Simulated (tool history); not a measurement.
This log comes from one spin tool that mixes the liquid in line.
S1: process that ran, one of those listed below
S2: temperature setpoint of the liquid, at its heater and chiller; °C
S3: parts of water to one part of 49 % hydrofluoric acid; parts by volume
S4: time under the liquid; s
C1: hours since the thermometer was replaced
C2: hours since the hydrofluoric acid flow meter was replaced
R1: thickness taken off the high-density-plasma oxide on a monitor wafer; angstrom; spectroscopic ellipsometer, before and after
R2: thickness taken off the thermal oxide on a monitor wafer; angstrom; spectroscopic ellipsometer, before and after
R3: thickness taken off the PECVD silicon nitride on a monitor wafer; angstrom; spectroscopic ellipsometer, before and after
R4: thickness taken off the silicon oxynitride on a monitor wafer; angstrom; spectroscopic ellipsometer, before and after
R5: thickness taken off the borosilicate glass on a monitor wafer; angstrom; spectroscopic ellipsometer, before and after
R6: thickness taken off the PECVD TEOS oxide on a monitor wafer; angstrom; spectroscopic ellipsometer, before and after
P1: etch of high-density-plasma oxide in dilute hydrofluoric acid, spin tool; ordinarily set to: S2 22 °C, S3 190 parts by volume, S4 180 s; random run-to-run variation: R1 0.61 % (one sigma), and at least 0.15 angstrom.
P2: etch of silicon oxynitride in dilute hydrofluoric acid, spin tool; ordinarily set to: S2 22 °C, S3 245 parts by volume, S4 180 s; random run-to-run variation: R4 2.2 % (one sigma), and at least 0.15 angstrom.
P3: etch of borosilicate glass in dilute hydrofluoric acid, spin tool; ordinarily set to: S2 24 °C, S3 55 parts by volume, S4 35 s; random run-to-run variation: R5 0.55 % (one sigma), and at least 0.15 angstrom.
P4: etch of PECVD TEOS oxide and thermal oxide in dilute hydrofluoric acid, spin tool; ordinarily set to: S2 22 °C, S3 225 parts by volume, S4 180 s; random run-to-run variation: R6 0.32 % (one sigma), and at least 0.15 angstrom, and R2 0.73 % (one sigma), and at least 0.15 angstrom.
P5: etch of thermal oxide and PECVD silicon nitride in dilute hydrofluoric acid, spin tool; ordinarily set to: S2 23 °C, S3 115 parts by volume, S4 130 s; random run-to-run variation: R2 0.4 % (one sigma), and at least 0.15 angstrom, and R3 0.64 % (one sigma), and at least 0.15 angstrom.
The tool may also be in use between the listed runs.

run	hour	S1	S2	S3	S4	C1	C2	R1	R2	R3	R4	R5	R6
1	8.1	P1	22	190	180	306.5	577.8	40.861					
2	15.4	P5	17.5	115	130	313.8	585.1		41.285	23.768			
3	21.8	P2	22	435	180	320.2	591.5				6.16		
4	32.2	P3	18.5	55	35	330.6	601.9					193.99	
5	39.4	P3	24	55	70	337.8	609.1					485.52	
6	45.4	P1	22	190	265	343.8	615.1	59.451					
7	58.4	P1	22	100	325	356.8	628.1	152.56					
8	66.2	P1	22	190	180	364.6	635.9	40.655					
9	77.2	P1	22	190	180	375.6	646.9	39.955					
10	88.4	P5	23	190	130	386.8	658.1		28.608	20.988			
11	98.1	P1	28.5	190	180	396.5	667.8	50.642					
12	106.8	P1	22	190	180	405.2	676.5	40.575					
13	117.2	P4	22	225	180	415.6	686.9		30.551				94.053
14	124	P1	17	190	180	422.4	693.7	32.95					
# hour 128.8: hydrofluoric acid flow meter replaced
15	130.2	P2	22	245	180	428.6	1.5				12.428		
16	136.9	P1	22	190	35	435.3	8.2	8.1443					
17	144.7	P1	22	190	180	443.1	16	40.47					
18	155.9	P1	22	270	180	454.3	27.2	26.152					
19	164.3	P4	22	130	180	462.7	35.6		58.974				179.23
20	172.8	P3	24	80	35	471.2	44.1					161.45	
21	184.1	P4	17	225	180	482.5	55.4		24.917				77.237
22	195.9	P1	22	45	80	494.3	67.2	88.353					
23	202.2	P2	22	245	335	500.6	73.5				23.019		
24	209.5	P5	23	115	130	507.9	80.8		51.834	34.438			
25	217.2	P1	22	35	180	515.6	88.5	263.62					
26	229.9	P5	23	115	215	528.3	101.2		85.291	57.196			
27	240.7	P1	22	190	180	539.1	112	40.324					
28	253.3	P4	22	225	260	551.7	124.6		43.972				136.07
29	266.2	P4	22	225	180	564.6	137.5		30.11				93.605
30	276.9	P3	24	55	35	575.3	148.2					245.04	
31	286.5	P2	29	245	180	584.9	157.8				17.029		
32	299.9	P1	22	190	180	598.3	171.2	40.069					
33	308.4	P1	22	190	180	606.8	179.7	40.625					
34	320.3	P1	22	190	180	618.7	191.6	42.216					
35	327	P1	22	190	180	625.4	198.3	42.675					
36	338.6	P1	22	190	180	637	209.9	42.058					
37	348.5	P1	22	190	180	646.9	219.8	42.5					
38	361.2	P1	22	190	180	659.6	232.5	42.664					
39	367.8	P1	22	190	180	666.2	239.1	42.535					
40	379.2	P1	22	190	180	677.6	250.5	42.499					

The log shows P1 creeping away from where it was. Any of the 2 causes listed here, at the size stated for it, fits the log just as well as the others:
A: liquid hotter than its thermometer reads (K) = 1.5
B: hydrofluoric acid flow above the setpoint (%) = 4.83
The gradual shift began around hour 299.9.

Consider the 4 check runs below, whose results appear as question marks and each of which averages 2 wafers. Which one distinguishes the causes, in that each cause would give it a clearly different result?
check 1	390.6	P5	23	185	130				?	?			
check 2	390.6	P3	24	75	35							?	
check 3	390.6	P4	17.5	225	180				?				?
check 4	390.6	P2	27.5	405	180						?		

If the cause were each of the candidates in turn, the checks would give the following:
check	result	if A	if B
check 1	R2	31.454	31.459
check 1	R3	23.524	22.395
check 2	R5	185.29	183.72
check 3	R2	27.021	26.977
check 3	R6	83.874	83.738
check 4	R4	8.9538	8.9771
Separation of the two closest causes in each check, using whichever result separates them best: check 1 4.92 %; check 2 0.85 %; check 3 0.16 %; check 4 0.26 %
Check 1 distinguishes between the causes, while the remaining checks would return nearly the same result for all of them.

The results of check 1 are: R2 31.285 angstrom; R3 22.436 angstrom. Based on these, which of the listed causes is it?

The correct cause is B, namely: hydrofluoric acid flow above the setpoint (%).
